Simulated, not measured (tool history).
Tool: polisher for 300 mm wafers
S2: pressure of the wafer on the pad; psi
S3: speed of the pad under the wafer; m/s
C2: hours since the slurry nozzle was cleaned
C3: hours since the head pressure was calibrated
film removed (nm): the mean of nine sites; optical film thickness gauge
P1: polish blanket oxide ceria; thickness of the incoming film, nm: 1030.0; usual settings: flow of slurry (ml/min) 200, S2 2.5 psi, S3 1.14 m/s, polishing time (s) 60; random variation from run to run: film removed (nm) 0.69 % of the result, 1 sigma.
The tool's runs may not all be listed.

{"run": 1, "day": 0.604, "flow of slurry (ml/min)": 200, "S2": 2.5, "S3": 1.14, "polishing time (s)": 60, "wafers polished on this pad": 472, "C2": 92.1, "C3": 530.8, "film removed (nm)": 230.5}
{"run": 2, "day": 1.158, "flow of slurry (ml/min)": 200, "S2": 2.5, "S3": 1.14, "polishing time (s)": 60, "wafers polished on this pad": 565, "C2": 105.4, "C3": 544.1, "film removed (nm)": 232.09}
{"run": 3, "day": 1.696, "flow of slurry (ml/min)": 200, "S2": 2.5, "S3": 1.76, "polishing time (s)": 60, "wafers polished on this pad": 656, "C2": 118.3, "C3": 557.0, "film removed (nm)": 357.4}
{"run": 4, "day": 2.075, "flow of slurry (ml/min)": 200, "S2": 2.5, "S3": 1.14, "polishing time (s)": 27, "wafers polished on this pad": 721, "C2": 127.4, "C3": 566.1, "film removed (nm)": 104.42}
{"run": 5, "day": 2.662, "flow of slurry (ml/min)": 200, "S2": 1.3, "S3": 1.14, "polishing time (s)": 40, "wafers polished on this pad": 820, "C2": 141.5, "C3": 580.2, "film removed (nm)": 80.208}
{"run": 6, "day": 3.092, "flow of slurry (ml/min)": 200, "S2": 2.5, "S3": 1.14, "polishing time (s)": 60, "wafers polished on this pad": 893, "C2": 151.8, "C3": 590.5, "film removed (nm)": 232.29}
{"run": 7, "day": 3.446, "flow of slurry (ml/min)": 200, "S2": 3.4, "S3": 1.14, "polishing time (s)": 60, "wafers polished on this pad": 953, "C2": 160.3, "C3": 599.0, "film removed (nm)": 318.07}
{"run": 8, "day": 3.883, "flow of slurry (ml/min)": 200, "S2": 2.5, "S3": 1.14, "polishing time (s)": 60, "wafers polished on this pad": 1027, "C2": 170.8, "C3": 609.5, "film removed (nm)": 233.58}
{"run": 9, "day": 4.162, "flow of slurry (ml/min)": 200, "S2": 1.1, "S3": 1.14, "polishing time (s)": 60, "wafers polished on this pad": 1074, "C2": 177.5, "C3": 616.2, "film removed (nm)": 102.09}
{"run": 10, "day": 4.546, "flow of slurry (ml/min)": 120, "S2": 3.4, "S3": 1.14, "polishing time (s)": 60, "wafers polished on this pad": 1139, "C2": 186.7, "C3": 625.4, "film removed (nm)": 291.45}
{"run": 11, "day": 4.971, "flow of slurry (ml/min)": 200, "S2": 2.5, "S3": 1.14, "polishing time (s)": 60, "wafers polished on this pad": 1211, "C2": 196.9, "C3": 635.6, "film removed (nm)": 235.03}
{"run": 12, "day": 5.617, "flow of slurry (ml/min)": 200, "S2": 2.5, "S3": 1.14, "polishing time (s)": 60, "wafers polished on this pad": 1320, "C2": 212.4, "C3": 651.1, "film removed (nm)": 233.55}
{"run": 13, "day": 6.208, "flow of slurry (ml/min)": 200, "S2": 2.5, "S3": 1.14, "polishing time (s)": 60, "wafers polished on this pad": 1420, "C2": 226.6, "C3": 665.3, "film removed (nm)": 231.57}
{"run": 14, "day": 6.65, "flow of slurry (ml/min)": 280, "S2": 2.5, "S3": 1.14, "polishing time (s)": 60, "wafers polished on this pad": 1495, "C2": 237.2, "C3": 675.9, "film removed (nm)": 243.22}
{"run": 15, "day": 7.062, "flow of slurry (ml/min)": 120, "S2": 2.5, "S3": 1.14, "polishing time (s)": 60, "wafers polished on this pad": 1565, "C2": 247.1, "C3": 685.8, "film removed (nm)": 212.95}
{"run": 16, "day": 7.633, "flow of slurry (ml/min)": 200, "S2": 2.5, "S3": 1.14, "polishing time (s)": 92, "wafers polished on this pad": 1661, "C2": 260.8, "C3": 699.5, "film removed (nm)": 357.58}
{"run": 17, "day": 8.167, "flow of slurry (ml/min)": 200, "S2": 2.5, "S3": 0.6, "polishing time (s)": 60, "wafers polished on this pad": 1751, "C2": 273.6, "C3": 712.3, "film removed (nm)": 122.6}
{"run": 18, "day": 8.471, "flow of slurry (ml/min)": 200, "S2": 2.5, "S3": 1.14, "polishing time (s)": 60, "wafers polished on this pad": 1803, "C2": 280.9, "C3": 719.6, "film removed (nm)": 229.65}
{"run": 19, "day": 9.104, "flow of slurry (ml/min)": 200, "S2": 2.5, "S3": 1.14, "polishing time (s)": 60, "wafers polished on this pad": 1910, "C2": 296.1, "C3": 734.8, "film removed (nm)": 225.33}
{"run": 20, "day": 9.429, "flow of slurry (ml/min)": 200, "S2": 2.5, "S3": 1.14, "polishing time (s)": 60, "wafers polished on this pad": 1965, "C2": 303.9, "C3": 742.6, "film removed (nm)": 223.32}
{"run": 21, "day": 10.033, "flow of slurry (ml/min)": 200, "S2": 2.5, "S3": 1.14, "polishing time (s)": 60, "wafers polished on this pad": 2067, "C2": 318.4, "C3": 757.1, "film removed (nm)": 219.62}
{"run": 22, "day": 10.388, "flow of slurry (ml/min)": 200, "S2": 2.5, "S3": 1.14, "polishing time (s)": 60, "wafers polished on this pad": 2127, "C2": 326.9, "C3": 765.6, "film removed (nm)": 217.3}
{"run": 23, "day": 10.683, "flow of slurry (ml/min)": 200, "S2": 2.5, "S3": 1.14, "polishing time (s)": 60, "wafers polished on this pad": 2177, "C2": 334.0, "C3": 772.7, "film removed (nm)": 219.39}
{"run": 24, "day": 10.971, "flow of slurry (ml/min)": 200, "S2": 2.5, "S3": 1.14, "polishing time (s)": 60, "wafers polished on this pad": 2226, "C2": 340.9, "C3": 779.6, "film removed (nm)": 217.05}
{"day": 11.171, "done": "worn pad replaced by a new one"}
{"run": 25, "day": 11.425, "flow of slurry (ml/min)": 200, "S2": 2.5, "S3": 1.14, "polishing time (s)": 60, "wafers polished on this pad": 43, "C2": 351.8, "C3": 790.5, "film removed (nm)": 216.4}
{"run": 26, "day": 11.942, "flow of slurry (ml/min)": 200, "S2": 2.5, "S3": 1.14, "polishing time (s)": 60, "wafers polished on this pad": 130, "C2": 364.2, "C3": 802.9, "film removed (nm)": 216.58}
{"run": 27, "day": 12.221, "flow of slurry (ml/min)": 200, "S2": 2.5, "S3": 1.14, "polishing time (s)": 60, "wafers polished on this pad": 177, "C2": 370.9, "C3": 809.6, "film removed (nm)": 215.18}
{"run": 28, "day": 12.558, "flow of slurry (ml/min)": 200, "S2": 2.5, "S3": 1.14, "polishing time (s)": 60, "wafers polished on this pad": 235, "C2": 379.0, "C3": 817.7, "film removed (nm)": 213.22}

What P1 gives has crept away from where it was. These 2 causes fit the log equally well, each at the size given:
A: head's pressure below its setpoint, % = 7.58
B: slurry flow missing at the pad, % = 37.8
The creep began at about day 8.471.
Why every other cause is out:
removal rate lost through wear of the pad, %: serviced at day 11.171, which brought nothing back

4 check runs are offered, each on 2 wafers whose results are averaged, their results left as question marks. Which one tells the causes apart?
{"run": "check 1", "day": 12.896, "flow of slurry (ml/min)": 120, "S2": 2.5, "S3": 1.58, "polishing time (s)": 60, "film removed (nm)": "?"}
{"run": "check 2", "day": 12.896, "flow of slurry (ml/min)": 200, "S2": 2.5, "S3": 0.68, "polishing time (s)": 46, "film removed (nm)": "?"}
{"run": "check 3", "day": 12.896, "flow of slurry (ml/min)": 200, "S2": 2.5, "S3": 1.42, "polishing time (s)": 85, "film removed (nm)": "?"}
{"run": "check 4", "day": 12.896, "flow of slurry (ml/min)": 200, "S2": 1.8, "S3": 1.14, "polishing time (s)": 60, "film removed (nm)": "?"}

What each check would give under each cause:
check=check_1 result=film_removed_(nm) if_A=273.490 if_B=261.190
check=check_2 result=film_removed_(nm) if_A=98.383 if_B=98.376
check=check_3 result=film_removed_(nm) if_A=379.630 if_B=379.600
check=check_4 result=film_removed_(nm) if_A=154.900 if_B=154.890
How far apart the two closest causes lie, in the result that separates them most: check 1 4.6 %; check 2 0.01 %; check 3 0.01 %; check 4 0.01 %
Only check 1 tells the causes apart: in the others they would give nearly the same result.

Check 1 was then run and gave: film removed (nm) 272.930. Which cause is it?

It is A: head's pressure below its setpoint, %.
